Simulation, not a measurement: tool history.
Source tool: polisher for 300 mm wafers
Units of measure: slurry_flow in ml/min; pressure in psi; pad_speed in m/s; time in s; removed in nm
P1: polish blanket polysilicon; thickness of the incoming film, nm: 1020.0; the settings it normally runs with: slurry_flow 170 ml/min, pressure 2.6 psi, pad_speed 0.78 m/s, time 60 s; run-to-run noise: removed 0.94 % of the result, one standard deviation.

Run 1, hour 2.8: slurry_flow 170 ml/min, pressure 2.6 psi, pad_speed 0.78 m/s, time 60 s. Result: removed 412.13 nm.
Run 2, hour 4.8: slurry_flow 100 ml/min, pressure 2.6 psi, pad_speed 0.78 m/s, time 60 s. Result: removed 374.01 nm.
Run 3, hour 8.5: slurry_flow 170 ml/min, pressure 3.5 psi, pad_speed 0.78 m/s, time 60 s. Result: removed 552.45 nm.
Run 4, hour 12.1: slurry_flow 170 ml/min, pressure 3.5 psi, pad_speed 0.5 m/s, time 60 s. Result: removed 354.09 nm.
Run 5, hour 14.3: slurry_flow 170 ml/min, pressure 2.6 psi, pad_speed 0.42 m/s, time 87 s. Result: removed 322.37 nm.
Run 6, hour 17.5: slurry_flow 100 ml/min, pressure 2.6 psi, pad_speed 0.78 m/s, time 82 s. Result: removed 506.41 nm.
Run 7, hour 21.4: slurry_flow 170 ml/min, pressure 2.6 psi, pad_speed 0.78 m/s, time 28 s. Result: removed 190.15 nm.
Run 8, hour 24.4: slurry_flow 170 ml/min, pressure 1.2 psi, pad_speed 0.78 m/s, time 60 s. Result: removed 189.44 nm.
Run 9, hour 27.3: slurry_flow 170 ml/min, pressure 2.6 psi, pad_speed 0.78 m/s, time 60 s. Result: removed 409.56 nm.
Run 10, hour 29.4: slurry_flow 265 ml/min, pressure 2.6 psi, pad_speed 0.78 m/s, time 60 s. Result: removed 439.1 nm.
Run 11, hour 31.5: slurry_flow 170 ml/min, pressure 2.6 psi, pad_speed 0.78 m/s, time 60 s. Result: removed 412.37 nm.
Run 12, hour 33.8: slurry_flow 170 ml/min, pressure 2.6 psi, pad_speed 0.78 m/s, time 60 s. Result: removed 418.91 nm.
Run 13, hour 36.8: slurry_flow 170 ml/min, pressure 2.6 psi, pad_speed 0.36 m/s, time 60 s. Result: removed 188.59 nm.
Run 14, hour 40.8: slurry_flow 170 ml/min, pressure 2.6 psi, pad_speed 0.78 m/s, time 92 s. Result: removed 643.57 nm.
Run 15, hour 43.5: slurry_flow 170 ml/min, pressure 2.6 psi, pad_speed 0.78 m/s, time 60 s. Result: removed 416.24 nm.
Run 16, hour 45.7: slurry_flow 170 ml/min, pressure 2.6 psi, pad_speed 1.14 m/s, time 60 s. Result: removed 601.11 nm.
Run 17, hour 49.2: slurry_flow 170 ml/min, pressure 2.6 psi, pad_speed 0.78 m/s, time 60 s. Result: removed 414.13 nm.
Run 18, hour 52.4: slurry_flow 170 ml/min, pressure 2.6 psi, pad_speed 0.78 m/s, time 60 s. Result: removed 399.72 nm.
Run 19, hour 55.6: slurry_flow 170 ml/min, pressure 2.6 psi, pad_speed 0.78 m/s, time 60 s. Result: removed 387.83 nm.
Run 20, hour 59.8: slurry_flow 170 ml/min, pressure 2.6 psi, pad_speed 0.78 m/s, time 60 s. Result: removed 382.98 nm.
At hour 60.5: head pressure recalibrated.
Run 21, hour 64: slurry_flow 170 ml/min, pressure 2.6 psi, pad_speed 0.78 m/s, time 60 s. Result: removed 382.28 nm.
Run 22, hour 67.1: slurry_flow 170 ml/min, pressure 2.6 psi, pad_speed 0.78 m/s, time 60 s. Result: removed 377.59 nm.
Run 23, hour 70.7: slurry_flow 170 ml/min, pressure 2.6 psi, pad_speed 0.78 m/s, time 60 s. Result: removed 383.28 nm.
Run 24, hour 73: slurry_flow 170 ml/min, pressure 2.6 psi, pad_speed 0.78 m/s, time 60 s. Result: removed 374.57 nm.

The log shows P1 creeping away from where it was. Any of the 2 causes listed here, at the size stated for it, fits the log just as well as the others:
A: removal rate lost through wear of the pad, % = 8.13
B: slurry flow missing at the pad, % = 36
The drift started at roughly hour 49.2.
What rules out each remaining cause:
head's pressure below its setpoint, %: work on it at hour 60.5, done after the drift set in, did not restore what the process gave before

The 4 check runs listed below each average the results of 2 wafers, and their outcomes are marked with question marks. Under which run would the listed causes produce clearly different results?
Run check 1, hour 75.3: slurry_flow 170 ml/min, pressure 2.6 psi, pad_speed 0.42 m/s, time 29 s. Result: removed ?.
Run check 2, hour 75.3: slurry_flow 170 ml/min, pressure 2.6 psi, pad_speed 0.4 m/s, time 60 s. Result: removed ?.
Run check 3, hour 75.3: slurry_flow 205 ml/min, pressure 2.6 psi, pad_speed 0.78 m/s, time 60 s. Result: removed ?.
Run check 4, hour 75.3: slurry_flow 100 ml/min, pressure 2.6 psi, pad_speed 0.78 m/s, time 90 s. Result: removed ?.

Outcome of each check run for each possible cause:
  check   result    if A    if B
check 1  removed  98.774  98.792
check 2  removed  194.63  194.66
check 3  removed  389.66  394.98
check 4  removed  512.65   487.5
Gap, in per cent, between the two causes that each check separates least, read from the result that separates them most: check 1 0.02 %; check 2 0.02 %; check 3 1.36 %; check 4 5.03 %
Check 4 distinguishes between the causes, while the remaining checks would return nearly the same result for all of them.

The results of check 4 are: removed 508.93 nm. Based on these, which of the listed causes is it?

The cause is A: removal rate lost through wear of the pad, %.

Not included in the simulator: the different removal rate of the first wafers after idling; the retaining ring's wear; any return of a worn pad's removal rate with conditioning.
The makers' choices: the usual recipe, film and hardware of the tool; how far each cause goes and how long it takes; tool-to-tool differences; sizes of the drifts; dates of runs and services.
